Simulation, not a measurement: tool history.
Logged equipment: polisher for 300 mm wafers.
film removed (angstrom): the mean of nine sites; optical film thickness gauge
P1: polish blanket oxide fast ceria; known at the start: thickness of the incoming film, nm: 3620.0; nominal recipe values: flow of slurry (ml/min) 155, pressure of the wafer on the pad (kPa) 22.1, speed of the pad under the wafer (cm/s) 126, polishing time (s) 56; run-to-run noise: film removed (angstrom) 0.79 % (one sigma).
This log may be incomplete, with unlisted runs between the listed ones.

| run | day | flow of slurry (ml/min) | pressure of the wafer on the pad (kPa) | speed of the pad under the wafer (cm/s) | polishing time (s) | wafers polished on this pad | hours since the slurry nozzle was cleaned | hours since the head pressure was calibrated | film removed (angstrom) |
|---|---|---|---|---|---|---|---|---|---|
| 1 | 0.321 | 155 | 22.1 | 126 | 56 | 268 | 212.9 | 582.2 | 12922.0 |
| 2 | 0.671 | 95 | 22.1 | 126 | 56 | 367 | 221.3 | 590.6 | 11667.0 |
| 3 | 1.004 | 155 | 13.8 | 126 | 56 | 462 | 229.3 | 598.6 | 8126.8 |
| 4 | 1.208 | 155 | 22.1 | 126 | 56 | 521 | 234.2 | 603.5 | 12895.0 |
| 5 | 1.567 | 245 | 22.1 | 126 | 56 | 623 | 242.8 | 612.1 | 13861.0 |
| 6 | 1.846 | 155 | 22.1 | 126 | 56 | 703 | 249.5 | 618.8 | 12992.0 |
| 7 | 2.100 | 155 | 22.1 | 190 | 56 | 775 | 255.6 | 624.9 | 19532.0 |
| 8 | 2.367 | 95 | 22.1 | 88 | 56 | 851 | 262.0 | 631.3 | 8183.4 |
| 9 | 2.571 | 155 | 22.1 | 126 | 85 | 909 | 266.9 | 636.2 | 19807.0 |
| 10 | 2.850 | 155 | 22.1 | 60 | 37 | 989 | 273.6 | 642.9 | 4069.8 |
| 11 | 3.042 | 155 | 22.1 | 126 | 56 | 1044 | 278.2 | 647.5 | 13026.0 |
| 12 | 3.308 | 155 | 33.1 | 126 | 56 | 1120 | 284.6 | 653.9 | 19678.0 |
| 13 | 3.554 | 155 | 22.1 | 126 | 56 | 1190 | 290.5 | 659.8 | 12818.0 |
| 14 | 3.967 | 155 | 22.1 | 66 | 56 | 1307 | 300.4 | 669.7 | 6696.3 |
| 15 | 4.350 | 155 | 22.1 | 126 | 39 | 1417 | 309.6 | 678.9 | 9078.3 |
| 16 | 4.771 | 155 | 22.1 | 126 | 56 | 1537 | 319.7 | 689.0 | 13016.0 |
| 17 | 5.162 | 155 | 22.1 | 126 | 56 | 1648 | 329.1 | 698.4 | 12649.0 |
| 18 | 5.525 | 155 | 22.1 | 126 | 56 | 1752 | 337.8 | 707.1 | 12315.0 |
| 19 | 5.733 | 155 | 22.1 | 126 | 56 | 1811 | 342.8 | 712.1 | 12376.0 |
| 20 | 6.100 | 155 | 22.1 | 126 | 56 | 1916 | 351.6 | 720.9 | 12046.0 |
|  | 6.229 | worn pad replaced by a new one |
| 21 | 6.350 | 155 | 22.1 | 126 | 56 | 34 | 357.6 | 726.9 | 11927.0 |
| 22 | 6.700 | 155 | 22.1 | 126 | 56 | 134 | 366.0 | 735.3 | 12048.0 |
| 23 | 7.125 | 155 | 22.1 | 126 | 56 | 255 | 376.2 | 745.5 | 11865.0 |
| 24 | 7.475 | 155 | 22.1 | 126 | 56 | 355 | 384.6 | 753.9 | 11968.0 |
| 25 | 7.725 | 155 | 22.1 | 126 | 56 | 426 | 390.6 | 759.9 | 12070.0 |
| 26 | 8.075 | 155 | 22.1 | 126 | 56 | 526 | 399.0 | 768.3 | 11935.0 |
| 27 | 8.388 | 155 | 22.1 | 126 | 56 | 615 | 406.5 | 775.8 | 11786.0 |

Compared with where it was, what P1 gives has crept away. Each cause listed below fits the log as well as the rest, at the size given for it:
A: slurry flow missing at the pad, % = 34.6
B: head's pressure below its setpoint, % = 8.43
The creep began at about day 4.771.
What rules out each remaining cause:
removal rate lost through wear of the pad, %: its service at day 6.229 followed the start of the drift and did not put the process back to its old value

The 4 check runs listed below each average the results of 2 wafers, and their outcomes are marked with question marks. Under which run would the listed causes produce clearly different results?
| check 1 | 8.700 | 95 | 22.1 | 126 | 56 |  |  |  | ? |
| check 2 | 8.700 | 155 | 22.1 | 100 | 81 |  |  |  | ? |
| check 3 | 8.700 | 155 | 30.3 | 126 | 75 |  |  |  | ? |
| check 4 | 8.700 | 155 | 29.0 | 84 | 56 |  |  |  | ? |

Predicted outcomes, by check and by cause:
| check | result | if A | if B |
|---|---|---|---|
| check 1 | film removed (angstrom) | 10229.0 | 10720.0 |
| check 2 | film removed (angstrom) | 13665.0 | 13663.0 |
| check 3 | film removed (angstrom) | 21921.0 | 21918.0 |
| check 4 | film removed (angstrom) | 10416.0 | 10414.0 |
Per check, the gap between the least separated pair of causes, taken in the result that splits them most: check 1 4.69 %; check 2 0.01 %; check 3 0.01 %; check 4 0.01 %
The causes can be told apart only by check 1. The other checks would give nearly the same results under each of them.

Check 1 was carried out, with these results: film removed (angstrom) 10662.0. Which of the listed causes is responsible?

It was cause B: head's pressure below its setpoint, %.
